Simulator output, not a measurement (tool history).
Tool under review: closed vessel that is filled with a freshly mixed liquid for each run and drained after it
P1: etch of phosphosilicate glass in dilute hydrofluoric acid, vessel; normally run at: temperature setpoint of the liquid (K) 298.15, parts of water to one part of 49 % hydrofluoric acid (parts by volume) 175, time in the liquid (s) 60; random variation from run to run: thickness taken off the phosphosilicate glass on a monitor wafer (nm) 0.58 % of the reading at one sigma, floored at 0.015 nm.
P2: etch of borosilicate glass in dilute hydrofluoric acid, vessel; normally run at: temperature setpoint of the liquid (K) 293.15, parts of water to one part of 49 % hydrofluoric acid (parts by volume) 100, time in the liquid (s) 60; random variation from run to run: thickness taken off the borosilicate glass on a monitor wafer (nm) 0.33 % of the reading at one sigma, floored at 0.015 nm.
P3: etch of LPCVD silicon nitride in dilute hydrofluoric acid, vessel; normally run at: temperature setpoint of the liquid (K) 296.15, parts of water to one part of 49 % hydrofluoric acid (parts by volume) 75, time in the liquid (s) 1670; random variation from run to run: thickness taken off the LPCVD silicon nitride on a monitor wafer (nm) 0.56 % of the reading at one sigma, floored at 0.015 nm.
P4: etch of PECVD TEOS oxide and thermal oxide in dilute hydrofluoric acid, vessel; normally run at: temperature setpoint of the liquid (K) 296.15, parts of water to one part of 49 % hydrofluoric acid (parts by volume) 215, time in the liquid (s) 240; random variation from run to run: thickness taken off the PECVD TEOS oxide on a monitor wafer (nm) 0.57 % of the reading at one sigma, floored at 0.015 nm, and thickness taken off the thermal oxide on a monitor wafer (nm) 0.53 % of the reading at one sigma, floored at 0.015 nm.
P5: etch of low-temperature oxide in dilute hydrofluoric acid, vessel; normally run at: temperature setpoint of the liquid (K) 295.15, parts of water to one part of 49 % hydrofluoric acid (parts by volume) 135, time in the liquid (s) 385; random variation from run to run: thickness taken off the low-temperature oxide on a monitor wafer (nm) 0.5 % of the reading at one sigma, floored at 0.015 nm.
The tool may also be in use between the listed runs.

| run | day | process that ran | temperature setpoint of the liquid (K) | parts of water to one part of 49 % hydrofluoric acid (parts by volume) | time in the liquid (s) | hours since the thermometer was replaced | hours since the hydrofluoric acid flow meter was replaced | thickness taken off the phosphosilicate glass on a monitor wafer (nm) | thickness taken off the low-temperature oxide on a monitor wafer (nm) | thickness taken off the LPCVD silicon nitride on a monitor wafer (nm) | thickness taken off the PECVD TEOS oxide on a monitor wafer (nm) | thickness taken off the thermal oxide on a monitor wafer (nm) | thickness taken off the borosilicate glass on a monitor wafer (nm) |
|---|---|---|---|---|---|---|---|---|---|---|---|---|---|
| 1 | 0.35 | P1 | 298.15 | 175 | 60 | 320.9 | 592 | 39.326 |  |  |  |  |  |
| 2 | 0.738 | P5 | 295.15 | 135 | 385 | 330.2 | 601.3 |  | 50.086 |  |  |  |  |
| 3 | 1.233 | P1 | 298.15 | 175 | 60 | 342.1 | 613.2 | 39.422 |  |  |  |  |  |
| 4 | 1.725 | P3 | 296.15 | 75 | 305 | 353.9 | 625 |  |  | 1.8493 |  |  |  |
| 5 | 2.096 | P4 | 296.15 | 215 | 50 | 362.8 | 633.9 |  |  |  | 1.7031 | 0.88019 |  |
| 6 | 2.404 | P1 | 302.65 | 175 | 60 | 370.2 | 641.3 | 46.055 |  |  |  |  |  |
| 7 | 2.758 | P1 | 298.15 | 175 | 60 | 378.7 | 649.8 | 39.059 |  |  |  |  |  |
| 8 | 3.1 | P4 | 296.15 | 215 | 240 | 386.9 | 658 |  |  |  | 8.1948 | 4.178 |  |
| 9 | 3.646 | P5 | 295.15 | 205 | 385 | 400 | 671.1 |  | 30.314 |  |  |  |  |
| 10 | 4.2 | P1 | 301.65 | 175 | 30 | 413.3 | 684.4 | 22.504 |  |  |  |  |  |
| 11 | 4.683 | P2 | 293.15 | 100 | 60 | 424.9 | 696 |  |  |  |  |  | 14.902 |
| 12 | 4.958 | P1 | 298.15 | 175 | 90 | 431.5 | 702.6 | 58.749 |  |  |  |  |  |
| 13 | 5.288 | P2 | 293.15 | 100 | 60 | 439.4 | 710.5 |  |  |  |  |  | 14.805 |
| 14 | 5.846 | P4 | 303.15 | 215 | 240 | 452.8 | 723.9 |  |  |  | 10.47 | 5.4254 |  |
| 15 | 6.088 | P1 | 305.65 | 175 | 30 | 458.6 | 729.7 | 25.551 |  |  |  |  |  |
| 16 | 6.604 | P1 | 298.15 | 175 | 60 | 471 | 742.1 | 39.34 |  |  |  |  |  |
| 17 | 6.875 | P3 | 296.15 | 75 | 1670 | 477.5 | 748.6 |  |  | 10.176 |  |  |  |
| 18 | 7.204 | P1 | 298.15 | 175 | 60 | 485.4 | 756.5 | 39.112 |  |  |  |  |  |
| 19 | 7.729 | P4 | 296.15 | 380 | 240 | 498 | 769.1 |  |  |  | 3.9513 | 2.0439 |  |
| 20 | 8.296 | P3 | 296.15 | 120 | 1670 | 511.6 | 782.7 |  |  | 6.4019 |  |  |  |
| 21 | 8.546 | P1 | 298.15 | 175 | 60 | 517.6 | 788.7 | 39.085 |  |  |  |  |  |
| 22 | 8.925 | P1 | 298.15 | 175 | 30 | 526.7 | 797.8 | 19.726 |  |  |  |  |  |
| 23 | 9.246 | P5 | 295.15 | 135 | 385 | 534.4 | 805.5 |  | 49.709 |  |  |  |  |
| 24 | 9.738 | P2 | 300.65 | 100 | 60 | 546.2 | 817.3 |  |  |  |  |  | 20.017 |
| 25 | 10.142 | P4 | 296.15 | 215 | 240 | 555.9 | 827 |  |  |  | 8.1848 | 4.2269 |  |
| 26 | 10.496 | P3 | 290.15 | 75 | 1670 | 564.4 | 835.5 |  |  | 6.8044 |  |  |  |
| 27 | 10.842 | P3 | 296.15 | 75 | 1670 | 572.7 | 843.8 |  |  | 10.179 |  |  |  |
| 28 | 11.346 | P1 | 298.15 | 300 | 60 | 584.8 | 855.9 | 19.975 |  |  |  |  |  |
| 29 | 11.692 | P5 | 295.15 | 135 | 605 | 593.1 | 864.2 |  | 78.486 |  |  |  |  |
| 30 | 12.025 | P1 | 298.15 | 175 | 60 | 601.1 | 872.2 | 39.545 |  |  |  |  |  |
| 31 | 12.283 | P2 | 293.15 | 100 | 100 | 607.3 | 878.4 |  |  |  |  |  | 24.764 |
| 32 | 12.742 | P1 | 298.15 | 65 | 60 | 618.3 | 889.4 | 120.94 |  |  |  |  |  |
| 33 | 13.008 | P5 | 300.15 | 135 | 385 | 624.7 | 895.8 |  | 61.095 |  |  |  |  |
| 34 | 13.55 | P1 | 291.15 | 175 | 60 | 637.7 | 908.8 | 29.85 |  |  |  |  |  |
| 35 | 13.833 | P2 | 293.15 | 50 | 60 | 644.5 | 915.6 |  |  |  |  |  | 31.672 |
| 36 | 14.288 | P1 | 298.15 | 175 | 60 | 655.4 | 926.5 | 39.245 |  |  |  |  |  |
| 37 | 14.842 | P1 | 298.15 | 175 | 60 | 668.7 | 939.8 | 37.404 |  |  |  |  |  |
| 38 | 15.238 | P1 | 298.15 | 175 | 60 | 678.2 | 949.3 | 36.566 |  |  |  |  |  |
| 39 | 15.608 | P1 | 298.15 | 175 | 60 | 687.1 | 958.2 | 36.218 |  |  |  |  |  |
| 40 | 16.071 | P1 | 298.15 | 175 | 60 | 698.2 | 969.3 | 36.336 |  |  |  |  |  |
| 41 | 16.433 | P1 | 298.15 | 175 | 60 | 706.9 | 978 | 36.018 |  |  |  |  |  |
| 42 | 16.921 | P1 | 298.15 | 175 | 60 | 718.6 | 989.7 | 35.757 |  |  |  |  |  |
| 43 | 17.2 | P1 | 298.15 | 175 | 60 | 725.3 | 996.4 | 36.228 |  |  |  |  |  |

What P1 gives has crept away from where it was. These 2 causes fit the log equally well, each at the size given:
A: liquid colder than its thermometer reads (K) = 2.27
B: hydrofluoric acid flow below the setpoint (%) = 6.83
Creep in the process output first set in at about day 14.288.

Below are 4 check runs, each on a single wafer, with their results shown as question marks. Which of them would tell the listed causes apart, meaning the causes would give clearly different results under it?
| check 1 | 17.479 | P2 | 300.65 | 100 | 60 |  |  |  |  |  |  |  | ? |
| check 2 | 17.479 | P4 | 296.15 | 350 | 55 |  |  |  |  |  | ? | ? |  |
| check 3 | 17.479 | P3 | 292.65 | 75 | 400 |  |  |  |  | ? |  |  |  |
| check 4 | 17.479 | P5 | 298.15 | 135 | 385 |  |  |  | ? |  |  |  |  |

Predicted outcomes, by check and by cause:
| check | result | if A | if B |
|---|---|---|---|
| check 1 | thickness taken off the borosilicate glass on a monitor wafer (nm) | 18.362 | 18.502 |
| check 2 | thickness taken off the PECVD TEOS oxide on a monitor wafer (nm) | 0.93209 | 0.91809 |
| check 2 | thickness taken off the thermal oxide on a monitor wafer (nm) | 0.48204 | 0.4748 |
| check 3 | thickness taken off the LPCVD silicon nitride on a monitor wafer (nm) | 1.6429 | 1.796 |
| check 4 | thickness taken off the low-temperature oxide on a monitor wafer (nm) | 51.466 | 51.74 |
Minimum pairwise separation of causes per check, each pair taken at its best-separating result: check 1 0.76 %; check 2 1.51 %; check 3 8.91 %; check 4 0.53 %
The causes can be told apart only by check 3. The other checks would give nearly the same results under each of them.

The results of check 3 are: thickness taken off the LPCVD silicon nitride on a monitor wafer (nm) 1.6454. Based on these, which of the listed causes is it?

A is the cause: liquid colder than its thermometer reads (K).
